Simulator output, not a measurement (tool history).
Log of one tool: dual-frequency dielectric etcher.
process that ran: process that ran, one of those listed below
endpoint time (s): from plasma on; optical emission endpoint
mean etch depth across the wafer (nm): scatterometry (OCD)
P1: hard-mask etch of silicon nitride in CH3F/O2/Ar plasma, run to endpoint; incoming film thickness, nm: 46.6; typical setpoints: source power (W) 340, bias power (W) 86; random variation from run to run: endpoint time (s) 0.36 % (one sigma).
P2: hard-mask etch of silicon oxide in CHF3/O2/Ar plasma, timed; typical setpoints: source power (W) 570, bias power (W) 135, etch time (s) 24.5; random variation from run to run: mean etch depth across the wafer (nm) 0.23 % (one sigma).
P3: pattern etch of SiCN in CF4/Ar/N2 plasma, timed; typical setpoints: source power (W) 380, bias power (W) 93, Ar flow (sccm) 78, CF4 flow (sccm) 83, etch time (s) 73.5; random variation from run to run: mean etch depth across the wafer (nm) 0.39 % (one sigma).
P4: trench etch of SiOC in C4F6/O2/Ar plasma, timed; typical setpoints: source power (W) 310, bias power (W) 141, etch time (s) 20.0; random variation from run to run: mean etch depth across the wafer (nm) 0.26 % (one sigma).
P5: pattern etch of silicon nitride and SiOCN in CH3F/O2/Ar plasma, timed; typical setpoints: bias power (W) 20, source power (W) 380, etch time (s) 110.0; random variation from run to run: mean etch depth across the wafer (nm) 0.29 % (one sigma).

| run | day | process that ran | source power (W) | bias power (W) | Ar flow (sccm) | CF4 flow (sccm) | etch time (s) | hours since the last wet clean | hours since the last source power generator calibration | hours since the last bias power generator calibration | endpoint time (s) | mean etch depth across the wafer (nm) |
|---|---|---|---|---|---|---|---|---|---|---|---|---|
| 1 | 0.258 | P1 | 340 | 86 |  |  |  | 163.6 | 558.5 | 1252.0 | 66.732 |  |
| 2 | 0.662 | P3 | 380 | 93 | 58 | 83 | 73.5 | 173.3 | 568.2 | 1261.7 |  | 65.138 |
| 3 | 0.879 | P3 | 260 | 93 | 78 | 83 | 73.5 | 178.5 | 573.4 | 1266.9 |  | 45.310 |
| 4 | 1.071 | P1 | 340 | 54 |  |  |  | 183.1 | 578.0 | 1271.5 | 79.006 |  |
| 5 | 1.288 | P1 | 340 | 86 |  |  |  | 188.3 | 583.2 | 1276.7 | 66.906 |  |
| 6 | 1.700 | P2 | 570 | 135 |  |  | 14.5 | 198.2 | 593.1 | 1286.6 |  | 26.136 |
| 7 | 2.046 | P3 | 380 | 57 | 78 | 83 | 73.5 | 206.5 | 601.4 | 1294.9 |  | 53.492 |
| 8 | 2.279 | P5 | 380 | 12 |  |  | 110.0 | 212.1 | 607.0 | 1300.5 |  | 11.059 |
|  | 2.379 | wet clean of the chamber |
| 9 | 2.562 | P1 | 340 | 86 |  |  |  | 4.5 | 613.8 | 1307.3 | 66.361 |  |
| 10 | 2.854 | P4 | 310 | 141 |  |  | 11.0 | 11.5 | 620.8 | 1314.3 |  | 19.516 |
| 11 | 3.079 | P5 | 240 | 20 |  |  | 110.0 | 16.9 | 626.2 | 1319.7 |  | 11.522 |
| 12 | 3.417 | P5 | 380 | 20 |  |  | 110.0 | 25.0 | 634.3 | 1327.8 |  | 13.449 |
| 13 | 3.654 | P2 | 570 | 135 |  |  | 24.5 | 30.7 | 640.0 | 1333.5 |  | 44.353 |
| 14 | 3.904 | P4 | 250 | 141 |  |  | 20.0 | 36.7 | 646.0 | 1339.5 |  | 32.565 |
| 15 | 4.088 | P3 | 380 | 93 | 78 | 100 | 73.5 | 41.1 | 650.4 | 1343.9 |  | 64.640 |
| 16 | 4.292 | P1 | 250 | 86 |  |  |  | 46.0 | 655.3 | 1348.8 | 75.457 |  |
| 17 | 4.550 | P5 | 380 | 20 |  |  | 110.0 | 52.2 | 661.5 | 1355.0 |  | 13.525 |
| 18 | 4.888 | P3 | 380 | 93 | 78 | 83 | 73.5 | 60.3 | 669.6 | 1363.1 |  | 63.214 |
| 19 | 5.246 | P4 | 310 | 194 |  |  | 20.0 | 68.9 | 678.2 | 1371.7 |  | 39.159 |
| 20 | 5.612 | P4 | 310 | 141 |  |  | 20.0 | 77.7 | 687.0 | 1380.5 |  | 35.418 |
| 21 | 5.979 | P5 | 380 | 20 |  |  | 161.0 | 86.5 | 695.8 | 1389.3 |  | 19.810 |
| 22 | 6.183 | P1 | 340 | 86 |  |  |  | 91.4 | 700.7 | 1394.2 | 66.713 |  |
| 23 | 6.483 | P1 | 340 | 106 |  |  |  | 98.6 | 707.9 | 1401.4 | 62.121 |  |
| 24 | 6.704 | P3 | 380 | 93 | 78 | 83 | 102.5 | 103.9 | 713.2 | 1406.7 |  | 87.685 |
| 25 | 7.071 | P2 | 570 | 189 |  |  | 24.5 | 112.7 | 722.0 | 1415.5 |  | 49.275 |
| 26 | 7.342 | P1 | 260 | 64 |  |  |  | 119.2 | 728.5 | 1422.0 | 81.456 |  |
| 27 | 7.746 | P4 | 310 | 141 |  |  | 20.0 | 128.9 | 738.2 | 1431.7 |  | 35.406 |
| 28 | 8.042 | P2 | 570 | 135 |  |  | 24.5 | 136.0 | 745.3 | 1438.8 |  | 44.121 |
| 29 | 8.396 | P2 | 700 | 135 |  |  | 24.5 | 144.5 | 753.8 | 1447.3 |  | 47.797 |
| 30 | 8.588 | P1 | 460 | 86 |  |  |  | 149.1 | 758.4 | 1451.9 | 59.930 |  |

The next listed run, before its measurement:
| 31 | 8.871 | P1 | 340 | 86 |  |  |  | 155.9 | 765.2 | 1458.7 | ? |  |

Run 31 gave endpoint time (s) 66.850.

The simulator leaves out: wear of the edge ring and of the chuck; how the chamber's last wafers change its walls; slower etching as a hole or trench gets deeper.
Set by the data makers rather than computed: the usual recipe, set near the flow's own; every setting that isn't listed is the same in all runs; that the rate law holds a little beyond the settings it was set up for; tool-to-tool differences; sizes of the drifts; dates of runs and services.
